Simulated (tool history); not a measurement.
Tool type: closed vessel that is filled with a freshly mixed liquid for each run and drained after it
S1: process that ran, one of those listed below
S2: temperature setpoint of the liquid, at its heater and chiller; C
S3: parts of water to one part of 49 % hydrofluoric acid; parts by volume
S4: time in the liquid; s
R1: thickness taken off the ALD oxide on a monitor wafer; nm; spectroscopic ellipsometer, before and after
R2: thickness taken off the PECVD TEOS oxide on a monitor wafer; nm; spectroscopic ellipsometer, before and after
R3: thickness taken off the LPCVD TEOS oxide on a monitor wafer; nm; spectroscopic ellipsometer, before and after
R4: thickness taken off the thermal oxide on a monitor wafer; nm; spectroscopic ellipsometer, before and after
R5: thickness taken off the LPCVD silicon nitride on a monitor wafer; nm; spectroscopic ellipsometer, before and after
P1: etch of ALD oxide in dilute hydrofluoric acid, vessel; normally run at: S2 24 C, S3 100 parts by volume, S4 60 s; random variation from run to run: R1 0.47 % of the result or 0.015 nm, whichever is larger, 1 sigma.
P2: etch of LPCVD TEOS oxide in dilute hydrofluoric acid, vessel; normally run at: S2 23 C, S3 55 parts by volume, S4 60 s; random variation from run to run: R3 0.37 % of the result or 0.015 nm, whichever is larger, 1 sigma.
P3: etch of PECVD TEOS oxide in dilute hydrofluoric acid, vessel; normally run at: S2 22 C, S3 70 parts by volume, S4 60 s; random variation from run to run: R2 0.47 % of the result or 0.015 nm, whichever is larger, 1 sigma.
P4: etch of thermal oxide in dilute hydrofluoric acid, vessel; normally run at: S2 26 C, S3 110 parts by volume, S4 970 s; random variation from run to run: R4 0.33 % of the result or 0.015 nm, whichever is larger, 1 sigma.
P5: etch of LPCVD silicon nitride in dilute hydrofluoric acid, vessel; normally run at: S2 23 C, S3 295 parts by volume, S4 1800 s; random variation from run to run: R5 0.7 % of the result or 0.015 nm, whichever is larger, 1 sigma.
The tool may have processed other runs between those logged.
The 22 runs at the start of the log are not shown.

run	hour	S1	S2	S3	S4	R1	R2	R3	R4	R5
23	207.7	P4	26	150	970				31.39	
24	215.9	P1	24	100	105	16.264				
25	224.4	P5	30.5	295	1800					4.785
26	234.7	P3	22	125	60		9.8276			
27	247.6	P1	24	100	60	9.2244				
28	261	P2	30	55	60			63.123		
29	267	P1	24	100	60	9.2877				
30	278.8	P1	24	100	60	9.2294				
31	285.9	P1	24	100	60	9.435				

Run 32 has not been measured yet. What should we expect?
32	292	P1	24	100	60	?				

R1: 9.509 nm
